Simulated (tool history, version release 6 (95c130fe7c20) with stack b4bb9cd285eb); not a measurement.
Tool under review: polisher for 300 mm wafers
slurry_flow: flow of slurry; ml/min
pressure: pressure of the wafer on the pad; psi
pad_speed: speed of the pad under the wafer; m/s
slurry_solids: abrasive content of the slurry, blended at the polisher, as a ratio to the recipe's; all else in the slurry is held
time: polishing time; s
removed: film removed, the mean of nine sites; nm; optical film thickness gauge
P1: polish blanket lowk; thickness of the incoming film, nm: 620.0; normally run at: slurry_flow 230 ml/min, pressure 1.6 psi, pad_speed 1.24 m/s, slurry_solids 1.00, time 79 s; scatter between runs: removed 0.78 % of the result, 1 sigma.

run   hour  slurry_flow  pressure  pad_speed  slurry_solids  time  removed
  1    5.2          230       1.6       1.24           1.00    79   29.304
  2   11.1          230       1.6       1.24           1.00    79   29.258
  3   21.0          230       1.6       1.24           1.00    79   29.228
  4   29.7          230       1.6       1.24           1.00   119   43.260
  5   41.5          140       1.6       1.24           1.00    79   26.872
  6   52.1          230       1.6       0.84           1.00    79   21.089
  7   59.0          300       1.6       1.24           1.00    79   29.943
  8   71.0          230       2.4       1.24           1.00    79   43.400
  9   76.4          230       1.6       1.24           1.00    79   29.568
      81.7  -- slurry nozzle cleaned
 10   84.9          230       1.6       1.24           1.00    48   17.529
 11   92.0          330       1.6       0.78           1.00    79   20.672
 12  100.7          230       1.6       1.24           1.00    79   28.653
 13  110.8          230       0.7       1.24           1.00    79   12.701
     121.6  -- conditioning disc replaced and pad reconditioned
 14  122.2          230       1.6       1.24           0.55    79   21.162
 15  133.1          230       1.6       1.24           1.00    79   29.219
 16  141.3          230       1.6       1.80           1.00    79   39.234
 17  153.1          230       1.6       1.24           1.40    79   33.554
 18  162.1          230       1.6       1.24           1.00    79   29.239
 19  171.5          230       1.6       1.24           1.00    79   29.393
 20  178.0          230       1.6       1.24           1.00    79   28.352
 21  186.7          230       1.6       1.24           1.00    79   26.931
 22  192.6          230       1.6       1.24           1.00    79   26.369
 23  204.2          230       1.6       1.24           1.00    79   25.977
     207.6  -- slurry nozzle cleaned
 24  213.8          230       1.6       1.24           1.00    79   25.920

Run 25, settings as shown, results not yet in. Your forecast:
 25  220.2          230       1.6       1.24           1.00    79        ?

Run 25 produced removed 25.772 nm.
